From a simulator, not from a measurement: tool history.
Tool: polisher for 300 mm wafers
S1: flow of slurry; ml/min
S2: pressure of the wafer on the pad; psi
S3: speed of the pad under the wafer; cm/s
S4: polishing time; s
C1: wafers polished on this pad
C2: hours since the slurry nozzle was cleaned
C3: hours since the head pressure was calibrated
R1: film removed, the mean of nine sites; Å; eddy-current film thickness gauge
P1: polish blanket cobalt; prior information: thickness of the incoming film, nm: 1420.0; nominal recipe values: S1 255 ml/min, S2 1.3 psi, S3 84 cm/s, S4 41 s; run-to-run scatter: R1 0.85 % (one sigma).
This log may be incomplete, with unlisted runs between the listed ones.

Run 1, hour 12.5: S1 255 ml/min, S2 1.3 psi, S3 84 cm/s, S4 41 s; C1 318; C2 130.8; C3 585.4. Result: R1 1113.3 Å.
Run 2, hour 24.5: S1 255 ml/min, S2 1.8 psi, S3 54 cm/s, S4 41 s; C1 434; C2 142.8; C3 597.4. Result: R1 985.98 Å.
Run 3, hour 31.6: S1 155 ml/min, S2 1.3 psi, S3 84 cm/s, S4 41 s; C1 503; C2 149.9; C3 604.5. Result: R1 1039.3 Å.
Run 4, hour 44.4: S1 255 ml/min, S2 1.3 psi, S3 84 cm/s, S4 64 s; C1 626; C2 162.7; C3 617.3. Result: R1 1727 Å.
Run 5, hour 52.7: S1 255 ml/min, S2 1.3 psi, S3 114 cm/s, S4 41 s; C1 707; C2 171; C3 625.6. Result: R1 1496.8 Å.
Run 6, hour 59.4: S1 255 ml/min, S2 2.1 psi, S3 84 cm/s, S4 41 s; C1 771; C2 177.7; C3 632.3. Result: R1 1790.7 Å.
Run 7, hour 67.8: S1 255 ml/min, S2 1.3 psi, S3 84 cm/s, S4 41 s; C1 852; C2 186.1; C3 640.7. Result: R1 1099.9 Å.
Run 8, hour 73.8: S1 255 ml/min, S2 0.6 psi, S3 84 cm/s, S4 41 s; C1 910; C2 192.1; C3 646.7. Result: R1 510.14 Å.
At hour 82.2: slurry nozzle cleaned.
Run 9, hour 82.2: S1 325 ml/min, S2 1.3 psi, S3 84 cm/s, S4 41 s; C1 991; C2 0; C3 655.1. Result: R1 1123.4 Å.
Run 10, hour 95.5: S1 255 ml/min, S2 1.3 psi, S3 84 cm/s, S4 41 s; C1 1120; C2 13.3; C3 668.4. Result: R1 1106.3 Å.
Run 11, hour 108.3: S1 255 ml/min, S2 1.3 psi, S3 84 cm/s, S4 41 s; C1 1243; C2 26.1; C3 681.2. Result: R1 1114.1 Å.
Run 12, hour 114.6: S1 255 ml/min, S2 1.3 psi, S3 38 cm/s, S4 41 s; C1 1304; C2 32.4; C3 687.5. Result: R1 507.35 Å.
Run 13, hour 126.9: S1 255 ml/min, S2 1.3 psi, S3 84 cm/s, S4 20 s; C1 1423; C2 44.7; C3 699.8. Result: R1 543.51 Å.
Run 14, hour 133.4: S1 155 ml/min, S2 1.8 psi, S3 84 cm/s, S4 41 s; C1 1486; C2 51.2; C3 706.3. Result: R1 1459.3 Å.
Run 15, hour 145.6: S1 255 ml/min, S2 1.3 psi, S3 84 cm/s, S4 41 s; C1 1604; C2 63.4; C3 718.5. Result: R1 1112.7 Å.
Run 16, hour 153.8: S1 255 ml/min, S2 1.3 psi, S3 84 cm/s, S4 41 s; C1 1683; C2 71.6; C3 726.7. Result: R1 1115.3 Å.
Run 17, hour 160.1: S1 255 ml/min, S2 1.3 psi, S3 84 cm/s, S4 41 s; C1 1744; C2 77.9; C3 733. Result: R1 1084.8 Å.
Run 18, hour 171.6: S1 255 ml/min, S2 1.3 psi, S3 84 cm/s, S4 41 s; C1 1855; C2 89.4; C3 744.5. Result: R1 1062.7 Å.
Run 19, hour 183: S1 255 ml/min, S2 1.3 psi, S3 84 cm/s, S4 41 s; C1 1965; C2 100.8; C3 755.9. Result: R1 1056.6 Å.
Run 20, hour 195.4: S1 255 ml/min, S2 1.3 psi, S3 84 cm/s, S4 41 s; C1 2084; C2 113.2; C3 768.3. Result: R1 1049.3 Å.
At hour 204.3: worn pad replaced by a new one.
Run 21, hour 208.6: S1 255 ml/min, S2 1.3 psi, S3 84 cm/s, S4 41 s; C1 41; C2 126.4; C3 781.5. Result: R1 1036.7 Å.
Run 22, hour 217.5: S1 255 ml/min, S2 1.3 psi, S3 84 cm/s, S4 41 s; C1 127; C2 135.3; C3 790.4. Result: R1 1038.4 Å.
Run 23, hour 224.9: S1 255 ml/min, S2 1.3 psi, S3 84 cm/s, S4 41 s; C1 198; C2 142.7; C3 797.8. Result: R1 1051.2 Å.
Run 24, hour 233.1: S1 255 ml/min, S2 1.3 psi, S3 84 cm/s, S4 41 s; C1 278; C2 150.9; C3 806. Result: R1 1043.5 Å.
Run 25, hour 241.8: S1 255 ml/min, S2 1.3 psi, S3 84 cm/s, S4 41 s; C1 362; C2 159.6; C3 814.7. Result: R1 1038.2 Å.

P1 has crept away from where it was. The log is fitted equally well by each of these 2 causes, at the sizes shown:
A: head's pressure below its setpoint, % = 6.07
B: slurry flow missing at the pad, % = 37.6
The drift started at roughly hour 145.6.
The rest of the possible causes, and what rules out each one:
removal rate lost through wear of the pad, %: maintenance at hour 204.3, after the shift began, did not return the process to its former output

Each of the check runs listed below is run on 3 wafers and reports their average, with the results left as question marks. Pick the one under which the possible causes would lead to clearly different results.
Run check 1, hour 250.5: S1 255 ml/min, S2 0.6 psi, S3 42 cm/s, S4 41 s. Result: R1 ?.
Run check 2, hour 250.5: S1 255 ml/min, S2 1.8 psi, S3 84 cm/s, S4 56 s. Result: R1 ?.
Run check 3, hour 250.5: S1 155 ml/min, S2 1.3 psi, S3 84 cm/s, S4 28 s. Result: R1 ?.
Run check 4, hour 250.5: S1 255 ml/min, S2 1.3 psi, S3 84 cm/s, S4 61 s. Result: R1 ?.

How each check would come out, cause by cause:
  check  result    if A    if B
check 1      R1  240.26  240.26
check 2      R1    1969  1968.9
check 3      R1  664.94  641.13
check 4      R1    1549    1549
Minimum pairwise separation of causes per check, each pair taken at its best-separating result: check 1 0 %; check 2 0 %; check 3 3.65 %; check 4 0 %
Check 3 is the one run that separates the causes; every other check would come out nearly the same whichever cause is at work.

Check 3 was carried out, with these results: R1 645.41 Å. Which of the listed causes is responsible?

Of the candidate causes, it is B: slurry flow missing at the pad, %.

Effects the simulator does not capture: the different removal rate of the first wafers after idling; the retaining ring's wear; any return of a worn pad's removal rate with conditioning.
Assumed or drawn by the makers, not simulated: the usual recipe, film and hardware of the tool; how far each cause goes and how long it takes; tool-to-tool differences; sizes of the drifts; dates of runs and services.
